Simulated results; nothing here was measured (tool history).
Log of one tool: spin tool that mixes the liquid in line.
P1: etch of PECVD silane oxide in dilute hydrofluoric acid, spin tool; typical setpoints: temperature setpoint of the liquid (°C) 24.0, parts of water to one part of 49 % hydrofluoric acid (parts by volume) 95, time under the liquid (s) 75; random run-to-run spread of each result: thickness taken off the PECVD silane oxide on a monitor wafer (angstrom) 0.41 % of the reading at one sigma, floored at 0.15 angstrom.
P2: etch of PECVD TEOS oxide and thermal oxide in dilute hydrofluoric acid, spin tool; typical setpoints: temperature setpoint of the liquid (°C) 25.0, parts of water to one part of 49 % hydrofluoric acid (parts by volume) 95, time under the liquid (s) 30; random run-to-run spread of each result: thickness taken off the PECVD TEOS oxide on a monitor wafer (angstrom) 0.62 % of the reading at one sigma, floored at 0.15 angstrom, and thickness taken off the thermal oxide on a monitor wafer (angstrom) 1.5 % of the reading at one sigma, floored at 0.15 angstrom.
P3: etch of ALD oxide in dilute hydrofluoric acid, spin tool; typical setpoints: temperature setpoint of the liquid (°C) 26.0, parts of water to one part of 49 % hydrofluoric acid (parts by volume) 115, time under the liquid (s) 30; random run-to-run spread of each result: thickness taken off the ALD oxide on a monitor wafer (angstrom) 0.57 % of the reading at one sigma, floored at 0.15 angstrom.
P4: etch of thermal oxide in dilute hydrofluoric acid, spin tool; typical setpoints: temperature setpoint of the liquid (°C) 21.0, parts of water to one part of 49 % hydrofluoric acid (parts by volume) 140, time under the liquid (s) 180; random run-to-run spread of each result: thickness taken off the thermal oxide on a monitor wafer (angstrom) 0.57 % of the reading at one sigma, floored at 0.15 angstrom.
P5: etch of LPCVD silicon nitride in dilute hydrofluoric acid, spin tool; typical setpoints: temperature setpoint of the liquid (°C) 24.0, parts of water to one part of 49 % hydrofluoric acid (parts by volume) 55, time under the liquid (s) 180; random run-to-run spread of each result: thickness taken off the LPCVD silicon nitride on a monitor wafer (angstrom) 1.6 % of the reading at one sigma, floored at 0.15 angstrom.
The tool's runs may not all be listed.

run,day,process that ran,temperature setpoint of the liquid (°C),parts of water to one part of 49 % hydrofluoric acid (parts by volume),time under the liquid (s),hours since the thermometer was replaced,hours since the hydrofluoric acid flow meter was replaced,thickness taken off the PECVD silane oxide on a monitor wafer (angstrom),thickness taken off the ALD oxide on a monitor wafer (angstrom),thickness taken off the LPCVD silicon nitride on a monitor wafer (angstrom),thickness taken off the thermal oxide on a monitor wafer (angstrom),thickness taken off the PECVD TEOS oxide on a monitor wafer (angstrom)
1,0.275,P1,24.0,95,75,988.0,321.1,151.790,,,,
2,0.471,P3,30.0,115,30,992.7,325.8,,68.407,,,
3,0.608,P5,24.0,55,295,996.0,329.1,,,27.336,,
4,0.812,P5,19.0,55,180,1000.9,334.0,,,11.812,,
5,0.992,P1,24.0,95,75,1005.2,338.3,151.900,,,,
6,1.158,P4,21.0,140,15,1009.2,342.3,,,,4.2294,
7,1.350,P1,28.0,95,75,1013.8,346.9,178.000,,,,
8,1.554,P1,24.0,95,75,1018.7,351.8,152.090,,,,
9,1.700,P1,24.0,95,75,1022.2,355.3,151.550,,,,
10,1.958,P1,20.5,95,75,1028.4,361.5,131.390,,,,
11,2.225,P4,21.0,235,180,1034.8,367.9,,,,27.1490,
12,2.504,P4,21.0,140,180,1041.5,374.6,,,,50.2500,
13,2.738,P5,24.0,20,180,1047.1,380.2,,,44.949,,
14,3.012,P1,29.5,165,75,1053.7,386.8,98.673,,,,
15,3.225,P5,24.0,55,180,1058.8,391.9,,,17.810,,
16,3.392,P1,24.0,95,115,1062.8,395.9,233.000,,,,
17,3.671,P1,24.0,40,75,1069.5,402.6,390.530,,,,
18,3.900,P2,25.0,95,30,1075.0,408.1,,,,15.2470,51.216
19,4.146,P1,24.0,95,25,1080.9,414.0,50.917,,,,
20,4.371,P2,29.5,95,30,1086.3,419.4,,,,17.7440,60.753
21,4.562,P1,24.0,95,75,1090.9,424.0,152.410,,,,
22,4.850,P1,24.0,130,75,1097.8,430.9,106.330,,,,
23,5.096,P2,25.0,40,30,1103.7,436.8,,,,39.2770,130.670
24,5.321,P5,24.0,55,180,1109.1,442.2,,,17.399,,
25,5.529,P3,26.0,115,30,1114.1,447.2,,59.177,,,
26,5.758,P3,26.0,30,30,1119.6,452.7,,250.370,,,
27,5.942,P2,25.0,95,45,1124.0,457.1,,,,22.8410,76.105
28,6.179,P3,26.0,115,30,1129.7,462.8,,58.630,,,
29,6.375,P3,26.0,115,15,1134.4,467.5,,29.333,,,
30,6.571,P4,27.5,140,180,1139.1,472.2,,,,64.8700,
31,6.829,P1,24.0,95,75,1145.3,478.4,152.700,,,,
32,6.967,P1,24.0,95,75,1148.6,481.7,154.360,,,,
33,7.246,P1,24.0,95,75,1155.3,488.4,160.200,,,,
34,7.450,P1,24.0,95,75,1160.2,493.3,163.650,,,,
35,7.675,P1,24.0,95,75,1165.6,498.7,163.570,,,,
36,7.908,P1,24.0,95,75,1171.2,504.3,165.460,,,,
37,8.042,P1,24.0,95,75,1174.4,507.5,165.400,,,,
38,8.275,P1,24.0,95,75,1180.0,513.1,166.330,,,,
39,8.512,P1,24.0,95,75,1185.7,518.8,166.440,,,,
40,8.733,P1,24.0,95,75,1191.0,524.1,166.250,,,,
41,8.892,P1,24.0,95,75,1194.8,527.9,167.870,,,,

What P1 gives has crept off from where it sat before. The 2 causes that follow fit the log equally well, each at the size noted:
A: hydrofluoric acid flow above the setpoint (%) = 8.67
B: liquid hotter than its thermometer reads (K) = 2.36
The onset of the drift is placed at about day 6.829.

Which of the check runs below tells the causes apart, meaning the causes would give it clearly different results? Each run uses 3 wafers whose results are averaged, and each result is shown as a question mark.
check 1,9.050,P2,25.0,95,30,,,,,,?,?
check 2,9.050,P5,24.0,55,180,,,,,?,,
check 3,9.050,P4,21.0,140,180,,,,,,?,
check 4,9.050,P3,26.0,115,30,,,,?,,,

If the cause were each of the candidates in turn, the checks would give the following:
check,result,if A,if B
check 1,thickness taken off the thermal oxide on a monitor wafer (angstrom),16.7160,16.7030
check 1,thickness taken off the PECVD TEOS oxide on a monitor wafer (angstrom),55.675,55.631
check 2,thickness taken off the LPCVD silicon nitride on a monitor wafer (angstrom),18.814,20.297
check 3,thickness taken off the thermal oxide on a monitor wafer (angstrom),55.4410,55.2860
check 4,thickness taken off the ALD oxide on a monitor wafer (angstrom),64.605,64.278
Gap, in per cent, between the two causes that each check separates least, read from the result that separates them most: check 1 0.08 %; check 2 7.59 %; check 3 0.28 %; check 4 0.51 %
Check 2 tells the causes apart: in the others they would give nearly the same result.

Check 2 has now been run. It gave: thickness taken off the LPCVD silicon nitride on a monitor wafer (angstrom) 19.062. Which of the candidate causes is it?

A is the cause: hydrofluoric acid flow above the setpoint (%).

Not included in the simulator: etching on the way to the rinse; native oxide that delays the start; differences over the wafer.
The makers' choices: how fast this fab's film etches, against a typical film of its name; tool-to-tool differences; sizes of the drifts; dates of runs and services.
